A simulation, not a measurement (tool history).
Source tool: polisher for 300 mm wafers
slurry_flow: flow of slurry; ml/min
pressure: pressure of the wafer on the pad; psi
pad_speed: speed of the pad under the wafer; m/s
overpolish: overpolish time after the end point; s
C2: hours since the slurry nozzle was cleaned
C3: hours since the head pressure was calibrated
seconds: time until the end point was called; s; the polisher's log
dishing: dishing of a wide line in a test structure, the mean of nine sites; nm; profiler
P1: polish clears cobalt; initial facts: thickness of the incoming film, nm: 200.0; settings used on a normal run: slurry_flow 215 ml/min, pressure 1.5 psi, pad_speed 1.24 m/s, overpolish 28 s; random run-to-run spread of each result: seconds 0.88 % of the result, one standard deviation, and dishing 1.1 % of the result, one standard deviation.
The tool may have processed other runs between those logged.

{"run": 1, "hour": 12.3, "slurry_flow": 215, "pressure": 1.5, "pad_speed": 1.24, "overpolish": 28, "wafers polished on this pad": 1051, "C2": 60.9, "C3": 957.9, "seconds": 46.505, "dishing": 34.952}
{"run": 2, "hour": 21.7, "slurry_flow": 285, "pressure": 1.5, "pad_speed": 1.24, "overpolish": 28, "wafers polished on this pad": 1110, "C2": 70.3, "C3": 967.3, "seconds": 44.754, "dishing": 35.425}
{"run": 3, "hour": 39.7, "slurry_flow": 310, "pressure": 1, "pad_speed": 1.24, "overpolish": 28, "wafers polished on this pad": 1223, "C2": 88.3, "C3": 985.3, "seconds": 67.035, "dishing": 32.527}
{"run": 4, "hour": 51.0, "slurry_flow": 215, "pressure": 1.5, "pad_speed": 1.24, "overpolish": 28, "wafers polished on this pad": 1294, "C2": 99.6, "C3": 996.6, "seconds": 46.252, "dishing": 34.902}
{"run": 5, "hour": 67.9, "slurry_flow": 215, "pressure": 1.5, "pad_speed": 1.24, "overpolish": 28, "wafers polished on this pad": 1400, "C2": 116.5, "C3": 1013.5, "seconds": 47.118, "dishing": 35.181}
{"run": 6, "hour": 83.5, "slurry_flow": 130, "pressure": 1.5, "pad_speed": 1.24, "overpolish": 28, "wafers polished on this pad": 1498, "C2": 132.1, "C3": 1029.1, "seconds": 50.93, "dishing": 35.247}
{"run": 7, "hour": 101.2, "slurry_flow": 215, "pressure": 1.5, "pad_speed": 1.24, "overpolish": 28, "wafers polished on this pad": 1610, "C2": 149.8, "C3": 1046.8, "seconds": 46.461, "dishing": 34.937}
{"run": 8, "hour": 116.3, "slurry_flow": 215, "pressure": 1, "pad_speed": 1.24, "overpolish": 54, "wafers polished on this pad": 1705, "C2": 164.9, "C3": 1061.9, "seconds": 71.34, "dishing": 35.723}
{"run": 9, "hour": 132.6, "slurry_flow": 215, "pressure": 1.5, "pad_speed": 1.24, "overpolish": 44, "wafers polished on this pad": 1807, "C2": 181.2, "C3": 1078.2, "seconds": 46.94, "dishing": 36.747}
{"run": 10, "hour": 146.0, "slurry_flow": 130, "pressure": 1.5, "pad_speed": 0.84, "overpolish": 28, "wafers polished on this pad": 1891, "C2": 194.6, "C3": 1091.6, "seconds": 75.704, "dishing": 31.896}
{"run": 11, "hour": 162.4, "slurry_flow": 215, "pressure": 1.5, "pad_speed": 1.24, "overpolish": 28, "wafers polished on this pad": 1994, "C2": 211, "C3": 1108, "seconds": 46.834, "dishing": 35.168}
{"run": 12, "hour": 174.1, "slurry_flow": 215, "pressure": 1.5, "pad_speed": 1.24, "overpolish": 28, "wafers polished on this pad": 2068, "C2": 222.7, "C3": 1119.7, "seconds": 47.372, "dishing": 35.02}
{"run": 13, "hour": 185.8, "slurry_flow": 215, "pressure": 0.7, "pad_speed": 1.24, "overpolish": 28, "wafers polished on this pad": 2142, "C2": 234.4, "C3": 1131.4, "seconds": 100.19, "dishing": 28.664}
{"run": 14, "hour": 201.0, "slurry_flow": 215, "pressure": 1.5, "pad_speed": 0.76, "overpolish": 28, "wafers polished on this pad": 2237, "C2": 249.6, "C3": 1146.6, "seconds": 76.163, "dishing": 32.317}
{"run": 15, "hour": 219.2, "slurry_flow": 215, "pressure": 1.5, "pad_speed": 1.24, "overpolish": 8, "wafers polished on this pad": 2351, "C2": 267.8, "C3": 1164.8, "seconds": 46.588, "dishing": 22.067}
{"run": 16, "hour": 232.2, "slurry_flow": 215, "pressure": 1.5, "pad_speed": 1.24, "overpolish": 28, "wafers polished on this pad": 2433, "C2": 280.8, "C3": 1177.8, "seconds": 46.594, "dishing": 35.482}
{"run": 17, "hour": 250.1, "slurry_flow": 215, "pressure": 1.5, "pad_speed": 1.86, "overpolish": 28, "wafers polished on this pad": 2546, "C2": 298.7, "C3": 1195.7, "seconds": 30.962, "dishing": 35.913}
{"run": 18, "hour": 259.3, "slurry_flow": 215, "pressure": 1.9, "pad_speed": 1.24, "overpolish": 28, "wafers polished on this pad": 2604, "C2": 307.9, "C3": 1204.9, "seconds": 36.057, "dishing": 35.43}
{"run": 19, "hour": 269.5, "slurry_flow": 215, "pressure": 1.5, "pad_speed": 1.24, "overpolish": 28, "wafers polished on this pad": 2668, "C2": 318.1, "C3": 1215.1, "seconds": 46.953, "dishing": 35.054}
{"run": 20, "hour": 283.6, "slurry_flow": 215, "pressure": 1.5, "pad_speed": 1.24, "overpolish": 28, "wafers polished on this pad": 2756, "C2": 332.2, "C3": 1229.2, "seconds": 47.954, "dishing": 34.606}
{"run": 21, "hour": 294.3, "slurry_flow": 215, "pressure": 1.5, "pad_speed": 1.24, "overpolish": 28, "wafers polished on this pad": 2824, "C2": 342.9, "C3": 1239.9, "seconds": 48.502, "dishing": 35.054}
{"run": 22, "hour": 308.9, "slurry_flow": 215, "pressure": 1.5, "pad_speed": 1.24, "overpolish": 28, "wafers polished on this pad": 2915, "C2": 357.5, "C3": 1254.5, "seconds": 49.645, "dishing": 35.292}
{"hour": 322.5, "done": "head pressure recalibrated"}
{"run": 23, "hour": 326.0, "slurry_flow": 215, "pressure": 1.5, "pad_speed": 1.24, "overpolish": 28, "wafers polished on this pad": 3023, "C2": 374.6, "C3": 3.6, "seconds": 49.324, "dishing": 35.49}
{"run": 24, "hour": 342.1, "slurry_flow": 215, "pressure": 1.5, "pad_speed": 1.24, "overpolish": 28, "wafers polished on this pad": 3124, "C2": 390.7, "C3": 19.7, "seconds": 49.886, "dishing": 35.032}
{"run": 25, "hour": 360.2, "slurry_flow": 215, "pressure": 1.5, "pad_speed": 1.24, "overpolish": 28, "wafers polished on this pad": 3238, "C2": 408.8, "C3": 37.8, "seconds": 49.722, "dishing": 34.386}
{"run": 26, "hour": 369.7, "slurry_flow": 215, "pressure": 1.5, "pad_speed": 1.24, "overpolish": 28, "wafers polished on this pad": 3297, "C2": 418.3, "C3": 47.3, "seconds": 50.568, "dishing": 34.994}

For run 27, what comes out?
{"run": 27, "hour": 380.6, "slurry_flow": 215, "pressure": 1.5, "pad_speed": 1.24, "overpolish": 28, "wafers polished on this pad": 3366, "C2": 429.2, "C3": 58.2, "seconds": "?", "dishing": "?"}

seconds: 50.513 s
dishing: 34.56 nm

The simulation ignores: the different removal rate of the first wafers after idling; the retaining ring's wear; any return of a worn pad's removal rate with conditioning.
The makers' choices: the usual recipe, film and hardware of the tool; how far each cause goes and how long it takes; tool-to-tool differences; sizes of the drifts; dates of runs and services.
